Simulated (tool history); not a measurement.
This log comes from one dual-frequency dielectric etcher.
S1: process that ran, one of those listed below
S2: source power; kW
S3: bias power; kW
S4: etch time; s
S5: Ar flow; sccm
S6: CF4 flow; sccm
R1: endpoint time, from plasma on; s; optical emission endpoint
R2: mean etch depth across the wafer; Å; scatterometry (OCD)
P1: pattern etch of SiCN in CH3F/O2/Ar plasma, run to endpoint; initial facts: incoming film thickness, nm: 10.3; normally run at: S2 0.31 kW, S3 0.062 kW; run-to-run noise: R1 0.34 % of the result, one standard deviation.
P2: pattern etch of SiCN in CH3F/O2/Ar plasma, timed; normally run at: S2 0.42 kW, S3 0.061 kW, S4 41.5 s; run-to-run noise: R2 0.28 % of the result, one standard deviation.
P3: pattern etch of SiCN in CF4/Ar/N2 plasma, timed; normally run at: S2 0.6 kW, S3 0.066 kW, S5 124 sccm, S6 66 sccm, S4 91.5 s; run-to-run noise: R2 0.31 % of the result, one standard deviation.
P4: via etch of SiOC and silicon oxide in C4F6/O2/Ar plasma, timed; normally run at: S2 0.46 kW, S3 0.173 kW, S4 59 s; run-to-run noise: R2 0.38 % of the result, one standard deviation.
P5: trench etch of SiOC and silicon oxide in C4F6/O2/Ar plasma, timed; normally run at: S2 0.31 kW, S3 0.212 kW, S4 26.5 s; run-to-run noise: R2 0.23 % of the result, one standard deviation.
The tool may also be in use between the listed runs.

run   hour  S1    S2     S3    S4   S5  S6      R1      R2
  1   16.4  P1  0.31  0.062                 31.855
  2   27.3  P4  0.46  0.115    59                   622.93
  3   35.9  P1  0.24  0.062                 34.913
  4   45.7  P2  0.42  0.061    56                   201.05
  5   55.6  P1  0.31  0.039                 37.046
  6   68.5  P4  0.61  0.173    59                   782.99
  7   83.7  P2  0.42  0.061  41.5                   148.79
  8   93.3  P2  0.42  0.074  41.5                   159.61
  9  102.1  P4  0.46  0.173    59                   695.91
 10  110.7  P4  0.46  0.173    59                   701.38
 11  125.8  P5  0.31  0.212  15.5                    299.1
 12  133.7  P3   0.6  0.066  91.5  124  66           908.2
 13  145.2  P1  0.31  0.062                 31.908
 14  152.7  P3  0.77  0.066  91.5  124  66          1127.8
 15  168.9  P1  0.26  0.082                 30.534
 16  178.7  P3   0.6  0.066  91.5  124  44          840.44
 17  195.7  P1  0.42  0.062                 28.137
 18  204.8  P5   0.2  0.212  26.5                   433.34
 19  220.7  P1  0.31  0.062                 31.926
 20  234.9  P2  0.26  0.061  41.5                   124.08
 21  242.5  P1  0.41  0.084                 25.754
 22  256.1  P5  0.31  0.264  26.5                    553.9
 23  268.6  P5  0.31  0.212  26.5                   510.13
 24    284  P1  0.31  0.081                 28.814
 25    297  P3   0.6  0.066  91.5   81  66          973.89
 26    308  P1  0.31  0.062                  31.77
 27  324.2  P3   0.6  0.081  91.5  124  66          969.97
 28  336.6  P1  0.21  0.081                 33.083
 29  346.6  P1  0.31  0.062                 31.597
 30  360.4  P4  0.46  0.173  75.5                   901.75
 31  374.2  P2  0.42  0.061  41.5                   149.22
 32  382.6  P3   0.6  0.066  91.5  124  66          907.14
 33  392.5  P1  0.31  0.062                 31.726
 34  408.2  P3   0.6  0.066   125  124  66          1232.4
 35  416.6  P1  0.31  0.062                 31.821
 36  428.3  P1  0.31  0.062                 32.009
 37  441.4  P1  0.31  0.062                 31.867
 38  456.2  P1  0.31  0.062                 32.183
 39  470.9  P1  0.31  0.062                 32.239
     476.5  -- wet clean of the chamber
 40  478.4  P1  0.31  0.062                 32.133
 41  489.3  P1  0.31  0.062                 32.098
 42  502.7  P1  0.31  0.062                 32.162
 43  511.8  P1  0.31  0.062                 32.158
 44  525.5  P1  0.31  0.062                 32.066

The output of P1 has drifted from where it used to be. Each of the 2 causes below, taken at the size shown beside it, accounts for the log equally well:
A: bias power that arrives under what is set, % = 4.83
B: source power that arrives under what is set, % = 4.45
The onset of the drift is placed at about hour 416.6.
Excluded causes, each with its reason:
chamber walls in a state that lowers the etch rate, %: serviced at hour 476.5, after the change had begun; the process did not return to its earlier output

Consider the 4 single-wafer check runs listed below, results given as question marks: which one distinguishes between the causes by giving clearly different results for each?
check 1  539.2  P2  0.42  0.061  41.5                ?
check 2  539.2  P3   0.6  0.066  91.5  124  66       ?
check 3  539.2  P4  0.46  0.173    59                ?
check 4  539.2  P5  0.31  0.212  26.5                ?

What every check run would give for each of its results, assuming each possible cause in turn:
  check  result    if A    if B
check 1      R2   146.7  146.61
check 2      R2  888.92   868.9
check 3      R2  691.16  689.67
check 4      R2  503.24  502.73
Smallest distance between any two causes, each pair judged by its most separating result, in per cent: check 1 0.06 %; check 2 2.28 %; check 3 0.22 %; check 4 0.1 %
Check 2 is the one run that separates the causes; every other check would come out nearly the same whichever cause is at work.

Here is what check 2 returned: R2 890.14 Å. Which cause is it?

A is the cause: bias power that arrives under what is set, %.
